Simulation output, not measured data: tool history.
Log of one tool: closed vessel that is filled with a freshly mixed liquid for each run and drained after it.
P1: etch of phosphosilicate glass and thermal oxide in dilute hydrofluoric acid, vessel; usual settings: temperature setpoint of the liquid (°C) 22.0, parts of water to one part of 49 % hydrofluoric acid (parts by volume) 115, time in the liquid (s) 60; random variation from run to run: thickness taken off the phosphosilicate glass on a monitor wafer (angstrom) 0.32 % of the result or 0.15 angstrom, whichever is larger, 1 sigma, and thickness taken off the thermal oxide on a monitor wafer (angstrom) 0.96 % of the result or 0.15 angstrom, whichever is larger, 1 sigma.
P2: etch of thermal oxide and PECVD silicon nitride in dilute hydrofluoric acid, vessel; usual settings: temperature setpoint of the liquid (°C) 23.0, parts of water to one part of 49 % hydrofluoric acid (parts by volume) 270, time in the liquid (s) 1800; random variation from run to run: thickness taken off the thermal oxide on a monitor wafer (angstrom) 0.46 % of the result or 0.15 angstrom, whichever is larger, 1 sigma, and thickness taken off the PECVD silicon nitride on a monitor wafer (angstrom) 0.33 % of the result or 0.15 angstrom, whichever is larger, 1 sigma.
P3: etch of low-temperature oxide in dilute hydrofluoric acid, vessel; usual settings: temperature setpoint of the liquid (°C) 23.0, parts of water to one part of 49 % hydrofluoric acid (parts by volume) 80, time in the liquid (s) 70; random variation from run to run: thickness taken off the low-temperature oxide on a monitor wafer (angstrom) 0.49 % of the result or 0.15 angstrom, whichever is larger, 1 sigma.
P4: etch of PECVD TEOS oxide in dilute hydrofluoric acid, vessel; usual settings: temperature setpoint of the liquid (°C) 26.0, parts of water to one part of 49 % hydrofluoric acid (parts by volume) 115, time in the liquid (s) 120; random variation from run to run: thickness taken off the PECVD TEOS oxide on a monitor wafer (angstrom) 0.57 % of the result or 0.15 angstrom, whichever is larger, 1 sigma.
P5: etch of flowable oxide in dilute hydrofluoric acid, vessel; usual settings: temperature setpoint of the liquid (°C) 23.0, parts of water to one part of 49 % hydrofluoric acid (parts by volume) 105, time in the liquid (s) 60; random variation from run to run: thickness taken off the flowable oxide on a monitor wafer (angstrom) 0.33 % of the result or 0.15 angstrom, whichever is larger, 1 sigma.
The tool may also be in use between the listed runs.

| run | hour | process that ran | temperature setpoint of the liquid (°C) | parts of water to one part of 49 % hydrofluoric acid (parts by volume) | time in the liquid (s) | hours since the thermometer was replaced | hours since the hydrofluoric acid flow meter was replaced | thickness taken off the phosphosilicate glass on a monitor wafer (angstrom) | thickness taken off the thermal oxide on a monitor wafer (angstrom) | thickness taken off the PECVD TEOS oxide on a monitor wafer (angstrom) | thickness taken off the flowable oxide on a monitor wafer (angstrom) | thickness taken off the low-temperature oxide on a monitor wafer (angstrom) | thickness taken off the PECVD silicon nitride on a monitor wafer (angstrom) |
|---|---|---|---|---|---|---|---|---|---|---|---|---|---|
| 1 | 9.9 | P1 | 22.0 | 115 | 60 | 264.8 | 1826.5 | 826.29 | 22.158 |  |  |  |  |
| 2 | 23.6 | P1 | 29.0 | 205 | 60 | 278.5 | 1840.2 | 545.51 | 14.818 |  |  |  |  |
| 3 | 39.7 | P1 | 22.0 | 45 | 60 | 294.6 | 1856.3 | 2308.80 | 61.806 |  |  |  |  |
| 4 | 53.5 | P1 | 22.0 | 115 | 60 | 308.4 | 1870.1 | 832.18 | 22.654 |  |  |  |  |
| 5 | 65.1 | P4 | 26.0 | 30 | 120 | 320.0 | 1881.7 |  |  | 1354.400 |  |  |  |
| 6 | 80.8 | P5 | 23.0 | 105 | 60 | 335.7 | 1897.4 |  |  |  | 227.37 |  |  |
| 7 | 93.3 | P3 | 17.0 | 80 | 70 | 348.2 | 1909.9 |  |  |  |  | 126.51 |  |
| 8 | 104.2 | P2 | 23.0 | 410 | 1800 | 359.1 | 1920.8 |  | 157.310 |  |  |  | 110.08 |
| 9 | 119.3 | P3 | 23.0 | 80 | 70 | 374.2 | 1935.9 |  |  |  |  | 160.24 |  |
| 10 | 133.6 | P2 | 23.0 | 270 | 3265 | 388.5 | 1950.2 |  | 489.990 |  |  |  | 299.93 |
| 11 | 143.0 | P1 | 22.0 | 205 | 60 | 397.9 | 1959.6 | 423.39 | 11.283 |  |  |  |  |
| 12 | 154.4 | P4 | 26.0 | 115 | 30 | 409.3 | 1971.0 |  |  | 78.063 |  |  |  |
| 13 | 168.3 | P4 | 26.0 | 115 | 120 | 423.2 | 1984.9 |  |  | 315.220 |  |  |  |
| 14 | 178.5 | P1 | 22.0 | 115 | 60 | 433.4 | 1995.1 | 827.53 | 22.482 |  |  |  |  |
| 15 | 191.8 | P1 | 22.0 | 115 | 60 | 446.7 | 2008.4 | 830.43 | 22.576 |  |  |  |  |
| 16 | 199.4 | P1 | 29.0 | 115 | 60 | 454.3 | 2016.0 | 1089.90 | 29.255 |  |  |  |  |
| 17 | 210.2 | P1 | 30.0 | 70 | 60 | 465.1 | 2026.8 | 1972.90 | 52.952 |  |  |  |  |
| 18 | 221.2 | P2 | 17.5 | 270 | 1800 | 476.1 | 2037.8 |  | 222.100 |  |  |  | 117.02 |
| 19 | 235.3 | P3 | 23.0 | 45 | 70 | 490.2 | 2051.9 |  |  |  |  | 298.06 |  |
| 20 | 248.4 | P5 | 23.0 | 105 | 30 | 503.3 | 2065.0 |  |  |  | 113.54 |  |  |
| 21 | 256.0 | P5 | 29.5 | 105 | 60 | 510.9 | 2072.6 |  |  |  | 292.17 |  |  |
| 22 | 266.2 | P3 | 23.0 | 80 | 120 | 521.1 | 2082.8 |  |  |  |  | 275.05 |  |
| 23 | 282.2 | P1 | 22.0 | 115 | 60 | 537.1 | 2098.8 | 832.30 | 22.444 |  |  |  |  |
| 24 | 289.3 | P4 | 26.0 | 115 | 120 | 544.2 | 2105.9 |  |  | 312.420 |  |  |  |
| 25 | 299.1 | P4 | 34.0 | 115 | 120 | 554.0 | 2115.7 |  |  | 420.660 |  |  |  |
| 26 | 312.7 | P1 | 22.0 | 115 | 60 | 567.6 | 2129.3 | 828.59 | 22.636 |  |  |  |  |
| 27 | 322.1 | P1 | 18.0 | 115 | 60 | 577.0 | 2138.7 | 700.86 | 18.756 |  |  |  |  |
| 28 | 337.4 | P5 | 23.0 | 105 | 60 | 592.3 | 2154.0 |  |  |  | 227.94 |  |  |
| 29 | 349.2 | P2 | 23.0 | 270 | 1800 | 604.1 | 2165.8 |  | 272.350 |  |  |  | 165.38 |
| 30 | 364.4 | P1 | 22.0 | 115 | 115 | 619.3 | 2181.0 | 1590.60 | 42.548 |  |  |  |  |
| 31 | 377.3 | P3 | 23.0 | 80 | 70 | 632.2 | 2193.9 |  |  |  |  | 160.55 |  |
| 32 | 386.7 | P5 | 23.0 | 55 | 60 | 641.6 | 2203.3 |  |  |  | 459.00 |  |  |
| 33 | 397.7 | P1 | 22.0 | 115 | 30 | 652.6 | 2214.3 | 416.00 | 11.163 |  |  |  |  |
| 34 | 405.9 | P1 | 22.0 | 115 | 60 | 660.8 | 2222.5 | 828.49 | 21.757 |  |  |  |  |
| 35 | 412.8 | P1 | 22.0 | 115 | 60 | 667.7 | 2229.4 | 843.68 | 22.980 |  |  |  |  |

The next listed run, before its measurement:
| 36 | 422.3 | P1 | 22.0 | 115 | 60 | 677.2 | 2238.9 | ? | ? |  |  |  |  |

Run 36 gave thickness taken off the phosphosilicate glass on a monitor wafer (angstrom) 859.45, thickness taken off the thermal oxide on a monitor wafer (angstrom) 23.088.

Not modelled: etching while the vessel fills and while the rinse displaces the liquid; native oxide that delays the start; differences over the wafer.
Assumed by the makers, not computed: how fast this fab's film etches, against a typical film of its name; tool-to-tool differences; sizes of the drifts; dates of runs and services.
